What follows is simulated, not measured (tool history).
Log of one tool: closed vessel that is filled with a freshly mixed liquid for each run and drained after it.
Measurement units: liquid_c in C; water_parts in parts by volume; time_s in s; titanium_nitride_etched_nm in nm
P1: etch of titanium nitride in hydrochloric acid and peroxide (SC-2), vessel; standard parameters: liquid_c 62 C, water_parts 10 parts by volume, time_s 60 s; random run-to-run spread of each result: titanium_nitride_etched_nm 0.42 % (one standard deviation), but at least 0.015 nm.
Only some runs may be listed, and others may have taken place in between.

run	day	liquid_c	water_parts	time_s	hours since the thermometer was replaced	hours since the chemicals flow meter was replaced	hours since the drum of peroxide was connected	titanium_nitride_etched_nm
1	0.696	62	10	60	305.8	1736.1	100.5	5.2505
2	1.146	72	10	60	316.6	1746.9	111.3	9.6107
3	1.800	62	4	60	332.3	1762.6	127.0	10.5550
4	2.488	62	10	60	348.8	1779.1	143.5	5.2911
5	2.983	49	10	60	360.7	1791.0	155.4	2.2625
6	3.479	62	10	60	372.6	1802.9	167.3	5.3148
7	4.200	62	10	30	389.9	1820.2	184.6	2.6105
8	4.917	62	18	60	407.1	1837.4	201.8	3.1534
9	5.367	62	10	60	417.9	1848.2	212.6	5.2672
10	5.783	62	10	60	427.9	1858.2	222.6	5.2622
11	6.183	54	10	30	437.5	1867.8	232.2	1.5947
12	6.638	62	10	60	448.4	1878.7	243.1	5.2605
13	7.371	62	10	105	466.0	1896.3	260.7	9.1992
14	8.079	62	10	60	483.0	1913.3	277.7	5.2430
15	8.646	62	10	60	496.6	1926.9	291.3	5.0521
16	9.212	62	10	60	510.2	1940.5	304.9	4.9104

For run 17, what comes out?
# day 9.625: new drum of peroxide connected
17	9.738	62	10	60	522.8	1953.1	2.8	?

titanium_nitride_etched_nm: 4.8905 nm
